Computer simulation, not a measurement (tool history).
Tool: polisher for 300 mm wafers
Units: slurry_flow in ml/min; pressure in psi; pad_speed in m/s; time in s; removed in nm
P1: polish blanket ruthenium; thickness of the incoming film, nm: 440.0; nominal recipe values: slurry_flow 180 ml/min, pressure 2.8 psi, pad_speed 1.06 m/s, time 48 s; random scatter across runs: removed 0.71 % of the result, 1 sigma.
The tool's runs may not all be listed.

run,hour,slurry_flow,pressure,pad_speed,time,wafers polished on this pad,hours since the slurry nozzle was cleaned,hours since the head pressure was calibrated,removed
1,5.8,180,2.8,1.06,48,540,56.3,199.2,91.23
2,13.2,180,2.8,1.06,48,591,63.7,206.6,92.528
3,20.9,180,2.8,1.06,48,645,71.4,214.3,92.982
4,30.7,110,2.8,1.06,36,713,81.2,224.1,62.079
5,39.8,180,2.8,1.48,48,776,90.3,233.2,128.06
6,48.4,180,2.8,1.06,22,835,98.9,241.8,42.559
7,60.4,180,2.8,1.06,75,919,110.9,253.8,144.14
8,72.4,180,1.6,1.06,48,1002,122.9,265.8,52.233
9,83,180,2.8,1.06,48,1075,133.5,276.4,92.698
10,90.8,180,4.3,1.06,48,1129,141.3,284.2,141.89
# hour 90.9: slurry nozzle cleaned
11,97.5,180,2.8,1.06,48,1176,6.7,290.9,92.496
12,103,180,2.8,1.06,48,1214,12.2,296.4,92.094
13,115.1,180,2.8,0.48,48,1298,24.3,308.5,41.366
14,126.2,110,2.8,1.06,48,1375,35.4,319.6,84.65
15,138.4,180,2.8,1.58,59,1459,47.6,331.8,168.25
16,146.2,285,2.8,1.06,48,1514,55.4,339.6,97.387
17,151.7,180,2.8,1.06,48,1552,60.9,345.1,91.338
18,158.4,180,2.8,1.06,48,1598,67.6,351.8,90.357
19,167.9,180,2.8,1.06,48,1664,77.1,361.3,87.356
20,177.6,180,2.8,1.06,48,1731,86.8,371,86.198
# hour 183.9: worn pad replaced by a new one
21,184,180,2.8,1.06,48,1,93.2,377.4,86.283
22,192.6,180,2.8,1.06,48,60,101.8,386,84.508
23,198.3,180,2.8,1.06,48,100,107.5,391.7,83.703
24,208.9,180,2.8,1.06,48,173,118.1,402.3,83.318

Estimate the outcome of run 25 from the log above:
25,219.5,180,2.8,1.06,48,247,128.7,412.9,?

removed: 83.835 nm

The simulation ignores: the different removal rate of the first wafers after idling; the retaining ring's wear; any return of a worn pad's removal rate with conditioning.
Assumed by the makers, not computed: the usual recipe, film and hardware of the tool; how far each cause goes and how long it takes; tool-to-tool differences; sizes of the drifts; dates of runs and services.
